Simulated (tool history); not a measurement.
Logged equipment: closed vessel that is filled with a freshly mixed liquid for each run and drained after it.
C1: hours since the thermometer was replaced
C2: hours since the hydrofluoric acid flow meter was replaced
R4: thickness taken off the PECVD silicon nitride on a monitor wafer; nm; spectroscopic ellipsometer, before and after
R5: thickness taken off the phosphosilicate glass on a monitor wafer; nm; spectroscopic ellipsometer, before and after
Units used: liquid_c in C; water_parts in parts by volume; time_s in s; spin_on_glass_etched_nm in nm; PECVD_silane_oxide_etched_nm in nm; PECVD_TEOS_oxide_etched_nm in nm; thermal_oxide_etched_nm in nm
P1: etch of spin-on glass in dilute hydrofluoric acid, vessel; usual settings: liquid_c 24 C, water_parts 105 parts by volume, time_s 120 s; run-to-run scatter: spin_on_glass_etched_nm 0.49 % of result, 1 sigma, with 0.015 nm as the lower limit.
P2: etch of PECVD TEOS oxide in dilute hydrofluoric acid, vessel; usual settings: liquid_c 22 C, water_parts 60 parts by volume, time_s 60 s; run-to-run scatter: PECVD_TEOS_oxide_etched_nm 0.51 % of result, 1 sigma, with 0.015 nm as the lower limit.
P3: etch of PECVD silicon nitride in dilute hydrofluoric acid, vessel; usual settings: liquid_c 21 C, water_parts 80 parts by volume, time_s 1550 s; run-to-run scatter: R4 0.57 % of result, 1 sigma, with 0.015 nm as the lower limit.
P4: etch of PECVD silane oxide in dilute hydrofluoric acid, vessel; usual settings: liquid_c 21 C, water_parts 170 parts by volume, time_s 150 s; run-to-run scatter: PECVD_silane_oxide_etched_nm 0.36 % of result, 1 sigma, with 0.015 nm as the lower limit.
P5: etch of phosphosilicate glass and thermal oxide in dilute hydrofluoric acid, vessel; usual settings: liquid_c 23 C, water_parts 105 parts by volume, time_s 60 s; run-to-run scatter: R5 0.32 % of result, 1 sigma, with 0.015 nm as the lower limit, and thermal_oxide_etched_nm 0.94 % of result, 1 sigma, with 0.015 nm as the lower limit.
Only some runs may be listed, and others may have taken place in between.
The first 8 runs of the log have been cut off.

run 9 day=2.512 | process=P1 liquid_c=24 water_parts=105 time_s=120 | C1=261.5 C2=520.5 | spin_on_glass_etched_nm=39.936
run 10 day=2.729 | process=P5 liquid_c=23 water_parts=105 time_s=95 | C1=266.7 C2=525.7 | R5=80.773 thermal_oxide_etched_nm=4.0568
run 11 day=3.017 | process=P3 liquid_c=17 water_parts=80 time_s=1550 | C1=273.6 C2=532.6 | R4=41.468
run 12 day=3.246 | process=P3 liquid_c=21 water_parts=80 time_s=1550 | C1=279.1 C2=538.1 | R4=54.871
run 13 day=3.417 | process=P1 liquid_c=30.5 water_parts=105 time_s=60 | C1=283.2 C2=542.2 | spin_on_glass_etched_nm=25.436
run 14 day=3.679 | process=P2 liquid_c=22 water_parts=60 time_s=30 | C1=289.5 C2=548.5 | PECVD_TEOS_oxide_etched_nm=10.361
run 15 day=3.983 | process=P1 liquid_c=20 water_parts=105 time_s=120 | C1=296.8 C2=555.8 | spin_on_glass_etched_nm=34.224
run 16 day=4.35 | process=P5 liquid_c=29.5 water_parts=105 time_s=60 | C1=305.6 C2=564.6 | R5=66.247 thermal_oxide_etched_nm=3.3522
run 17 day=4.667 | process=P4 liquid_c=21 water_parts=45 time_s=150 | C1=313.2 C2=572.2 | PECVD_silane_oxide_etched_nm=123.85
run 18 day=4.967 | process=P2 liquid_c=30 water_parts=60 time_s=60 | C1=320.4 C2=579.4 | PECVD_TEOS_oxide_etched_nm=28.486
run 19 day=5.175 | process=P3 liquid_c=21 water_parts=80 time_s=135 | C1=325.4 C2=584.4 | R4=4.7951
run 20 day=5.525 | process=P5 liquid_c=23 water_parts=30 time_s=60 | C1=333.8 C2=592.8 | R5=197.14 thermal_oxide_etched_nm=10.159
run 21 day=5.688 | process=P1 liquid_c=24 water_parts=105 time_s=185 | C1=337.7 C2=596.7 | spin_on_glass_etched_nm=61.818
run 22 day=6.017 | process=P1 liquid_c=24 water_parts=105 time_s=120 | C1=345.6 C2=604.6 | spin_on_glass_etched_nm=39.847
run 23 day=6.296 | process=P1 liquid_c=24 water_parts=145 time_s=200 | C1=352.3 C2=611.3 | spin_on_glass_etched_nm=45.887
run 24 day=6.575 | process=P1 liquid_c=24 water_parts=105 time_s=120 | C1=359 C2=618 | spin_on_glass_etched_nm=39.766
-- day=6.788 hydrofluoric acid flow meter replaced
run 25 day=6.912 | process=P1 liquid_c=24 water_parts=105 time_s=120 | C1=367.1 C2=3.1 | spin_on_glass_etched_nm=39.761
run 26 day=7.183 | process=P2 liquid_c=22 water_parts=60 time_s=60 | C1=373.6 C2=9.6 | PECVD_TEOS_oxide_etched_nm=20.663
run 27 day=7.442 | process=P1 liquid_c=24 water_parts=40 time_s=120 | C1=379.8 C2=15.8 | spin_on_glass_etched_nm=113.93
run 28 day=7.638 | process=P4 liquid_c=29 water_parts=170 time_s=150 | C1=384.5 C2=20.5 | PECVD_silane_oxide_etched_nm=38.544

Run 29 is up next; what results do you expect?
run 29 day=7.967 | process=P5 liquid_c=23 water_parts=105 time_s=60 | C1=392.4 C2=28.4 | R5=? thermal_oxide_etched_nm=?

Run 29 yielded R5 50.959 nm, thermal_oxide_etched_nm 2.6123 nm.
